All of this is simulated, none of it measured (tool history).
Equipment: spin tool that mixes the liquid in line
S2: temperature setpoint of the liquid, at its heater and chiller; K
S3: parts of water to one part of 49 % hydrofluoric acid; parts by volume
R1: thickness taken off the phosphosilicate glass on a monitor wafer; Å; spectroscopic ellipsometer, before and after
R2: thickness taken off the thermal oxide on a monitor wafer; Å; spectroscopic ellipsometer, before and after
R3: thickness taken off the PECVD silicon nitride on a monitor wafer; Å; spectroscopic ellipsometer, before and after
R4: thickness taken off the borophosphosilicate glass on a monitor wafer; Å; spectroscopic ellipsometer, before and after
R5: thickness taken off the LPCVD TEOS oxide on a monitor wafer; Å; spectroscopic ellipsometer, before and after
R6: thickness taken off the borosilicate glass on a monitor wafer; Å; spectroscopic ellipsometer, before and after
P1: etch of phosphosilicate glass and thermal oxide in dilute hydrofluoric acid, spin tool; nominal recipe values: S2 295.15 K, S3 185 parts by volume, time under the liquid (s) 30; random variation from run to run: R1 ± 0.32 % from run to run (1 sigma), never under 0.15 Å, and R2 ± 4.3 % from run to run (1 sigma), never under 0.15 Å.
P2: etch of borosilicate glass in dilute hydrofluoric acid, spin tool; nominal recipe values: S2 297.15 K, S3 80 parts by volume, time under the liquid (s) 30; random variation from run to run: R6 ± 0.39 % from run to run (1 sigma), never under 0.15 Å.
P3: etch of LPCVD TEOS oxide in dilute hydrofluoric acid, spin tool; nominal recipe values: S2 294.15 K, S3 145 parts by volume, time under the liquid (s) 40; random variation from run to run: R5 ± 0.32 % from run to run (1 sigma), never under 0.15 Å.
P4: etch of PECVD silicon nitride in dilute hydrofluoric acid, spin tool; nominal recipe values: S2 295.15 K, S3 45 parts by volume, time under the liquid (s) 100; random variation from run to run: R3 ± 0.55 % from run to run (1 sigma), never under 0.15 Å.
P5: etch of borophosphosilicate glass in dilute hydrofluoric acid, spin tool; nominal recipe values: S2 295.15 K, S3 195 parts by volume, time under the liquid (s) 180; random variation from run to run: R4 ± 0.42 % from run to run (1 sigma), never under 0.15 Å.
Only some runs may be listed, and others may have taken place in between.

run 1 hour=5.6 | process_that_ran=P1 S2=295.15 S3=185 time_under_the_liquid_(s)=30 | R1=273.07 R2=6.2927
run 2 hour=12.4 | process_that_ran=P1 S2=295.15 S3=185 time_under_the_liquid_(s)=30 | R1=273.60 R2=6.7342
run 3 hour=20.7 | process_that_ran=P1 S2=295.15 S3=55 time_under_the_liquid_(s)=15 | R1=532.21 R2=12.6260
run 4 hour=26.5 | process_that_ran=P4 S2=295.15 S3=75 time_under_the_liquid_(s)=100 | R3=50.651
run 5 hour=34.1 | process_that_ran=P5 S2=295.15 S3=195 time_under_the_liquid_(s)=180 | R4=384.05
run 6 hour=39.1 | process_that_ran=P1 S2=295.15 S3=185 time_under_the_liquid_(s)=60 | R1=548.13 R2=12.9350
run 7 hour=48.4 | process_that_ran=P1 S2=295.15 S3=185 time_under_the_liquid_(s)=15 | R1=137.07 R2=3.1433
run 8 hour=54.7 | process_that_ran=P4 S2=295.15 S3=45 time_under_the_liquid_(s)=15 | R3=12.571
run 9 hour=64.2 | process_that_ran=P3 S2=294.15 S3=145 time_under_the_liquid_(s)=40 | R5=68.054
run 10 hour=70.9 | process_that_ran=P3 S2=294.15 S3=145 time_under_the_liquid_(s)=40 | R5=68.447
run 11 hour=78.8 | process_that_ran=P2 S2=297.15 S3=135 time_under_the_liquid_(s)=30 | R6=65.79
run 12 hour=86.4 | process_that_ran=P3 S2=294.15 S3=215 time_under_the_liquid_(s)=40 | R5=42.568
run 13 hour=92.9 | process_that_ran=P3 S2=300.65 S3=145 time_under_the_liquid_(s)=40 | R5=86.471
run 14 hour=97.4 | process_that_ran=P1 S2=295.15 S3=185 time_under_the_liquid_(s)=30 | R1=276.36 R2=6.4995
run 15 hour=103.1 | process_that_ran=P1 S2=295.15 S3=185 time_under_the_liquid_(s)=30 | R1=274.07 R2=6.9887
run 16 hour=109.8 | process_that_ran=P2 S2=297.15 S3=80 time_under_the_liquid_(s)=45 | R6=178.33
run 17 hour=116.3 | process_that_ran=P4 S2=299.15 S3=45 time_under_the_liquid_(s)=100 | R3=108.750
-- hour=119.2 thermometer replaced
run 18 hour=121.7 | process_that_ran=P1 S2=290.15 S3=185 time_under_the_liquid_(s)=30 | R1=225.88 R2=4.7982
run 19 hour=129.6 | process_that_ran=P1 S2=301.15 S3=185 time_under_the_liquid_(s)=30 | R1=343.11 R2=8.1110
run 20 hour=137.8 | process_that_ran=P5 S2=295.15 S3=195 time_under_the_liquid_(s)=65 | R4=137.75
run 21 hour=145.2 | process_that_ran=P1 S2=302.65 S3=185 time_under_the_liquid_(s)=15 | R1=179.69 R2=4.7624
run 22 hour=154.2 | process_that_ran=P4 S2=295.15 S3=45 time_under_the_liquid_(s)=100 | R3=83.444
run 23 hour=161.9 | process_that_ran=P1 S2=295.15 S3=265 time_under_the_liquid_(s)=30 | R1=175.28 R2=3.9797
run 24 hour=171.6 | process_that_ran=P2 S2=297.15 S3=80 time_under_the_liquid_(s)=30 | R6=119.26
run 25 hour=181.7 | process_that_ran=P2 S2=303.15 S3=80 time_under_the_liquid_(s)=30 | R6=149.32
run 26 hour=189.1 | process_that_ran=P1 S2=295.15 S3=185 time_under_the_liquid_(s)=30 | R1=274.55 R2=6.8118
run 27 hour=194.3 | process_that_ran=P5 S2=295.15 S3=195 time_under_the_liquid_(s)=180 | R4=383.91
run 28 hour=203.3 | process_that_ran=P5 S2=302.65 S3=195 time_under_the_liquid_(s)=180 | R4=503.52
run 29 hour=211.9 | process_that_ran=P3 S2=294.15 S3=145 time_under_the_liquid_(s)=15 | R5=25.562
run 30 hour=222.3 | process_that_ran=P1 S2=295.15 S3=110 time_under_the_liquid_(s)=30 | R1=499.15 R2=11.3710
run 31 hour=230.9 | process_that_ran=P2 S2=297.15 S3=80 time_under_the_liquid_(s)=30 | R6=117.53
run 32 hour=236.8 | process_that_ran=P5 S2=295.15 S3=105 time_under_the_liquid_(s)=180 | R4=781.68
run 33 hour=244.3 | process_that_ran=P1 S2=295.15 S3=185 time_under_the_liquid_(s)=30 | R1=274.28 R2=6.1718
run 34 hour=250.7 | process_that_ran=P1 S2=295.15 S3=185 time_under_the_liquid_(s)=30 | R1=278.19 R2=6.6167
run 35 hour=259.9 | process_that_ran=P1 S2=295.15 S3=185 time_under_the_liquid_(s)=30 | R1=284.35 R2=6.4637
run 36 hour=268.7 | process_that_ran=P1 S2=295.15 S3=185 time_under_the_liquid_(s)=30 | R1=286.92 R2=6.8144
run 37 hour=275.9 | process_that_ran=P1 S2=295.15 S3=185 time_under_the_liquid_(s)=30 | R1=286.19 R2=6.9470
run 38 hour=283.9 | process_that_ran=P1 S2=295.15 S3=185 time_under_the_liquid_(s)=30 | R1=288.91 R2=6.7812
run 39 hour=293.2 | process_that_ran=P1 S2=295.15 S3=185 time_under_the_liquid_(s)=30 | R1=289.94 R2=7.1787
run 40 hour=299.8 | process_that_ran=P1 S2=295.15 S3=185 time_under_the_liquid_(s)=30 | R1=290.57 R2=7.1498
run 41 hour=307.8 | process_that_ran=P1 S2=295.15 S3=185 time_under_the_liquid_(s)=30 | R1=292.73 R2=6.7611
run 42 hour=315.5 | process_that_ran=P1 S2=295.15 S3=185 time_under_the_liquid_(s)=30 | R1=290.33 R2=7.8221
run 43 hour=323.4 | process_that_ran=P1 S2=295.15 S3=185 time_under_the_liquid_(s)=30 | R1=292.01 R2=7.0283

P1 no longer gives what it gave before; its output has crept away from where it was. The following 2 causes, each at its listed size, fit the log equally well:
A: liquid hotter than its thermometer reads (K) = 1.66
B: hydrofluoric acid flow above the setpoint (%) = 5.4
Creep in the process output first set in at about hour 244.3.

Which of the 4 check runs listed below separates the causes, so that each cause would produce a clearly different result? Each run uses one wafer, and its results are marked with question marks.
run check 1 hour=331.3 | process_that_ran=P5 S2=299.15 S3=195 time_under_the_liquid_(s)=180 | R4=?
run check 2 hour=331.3 | process_that_ran=P2 S2=297.15 S3=135 time_under_the_liquid_(s)=30 | R6=?
run check 3 hour=331.3 | process_that_ran=P3 S2=294.15 S3=210 time_under_the_liquid_(s)=40 | R5=?
run check 4 hour=331.3 | process_that_ran=P4 S2=295.15 S3=60 time_under_the_liquid_(s)=50 | R3=?

If the cause were each of the candidates in turn, the checks would give the following:
check=check_1 result=R4 if_A=469.98 if_B=472.00
check=check_2 result=R6 if_A=70.078 if_B=69.876
check=check_3 result=R5 if_A=46.674 if_B=46.716
check=check_4 result=R3 if_A=35.371 if_B=33.275
Smallest distance between any two causes, each pair judged by its most separating result, in per cent: check 1 0.43 %; check 2 0.29 %; check 3 0.09 %; check 4 6.11 %
Check 4 is the one run that separates the causes; every other check would come out nearly the same whichever cause is at work.

Running check 4 produced the following: R3 33.037 Å. Which one of the listed causes fits?

The cause is B: hydrofluoric acid flow above the setpoint (%).

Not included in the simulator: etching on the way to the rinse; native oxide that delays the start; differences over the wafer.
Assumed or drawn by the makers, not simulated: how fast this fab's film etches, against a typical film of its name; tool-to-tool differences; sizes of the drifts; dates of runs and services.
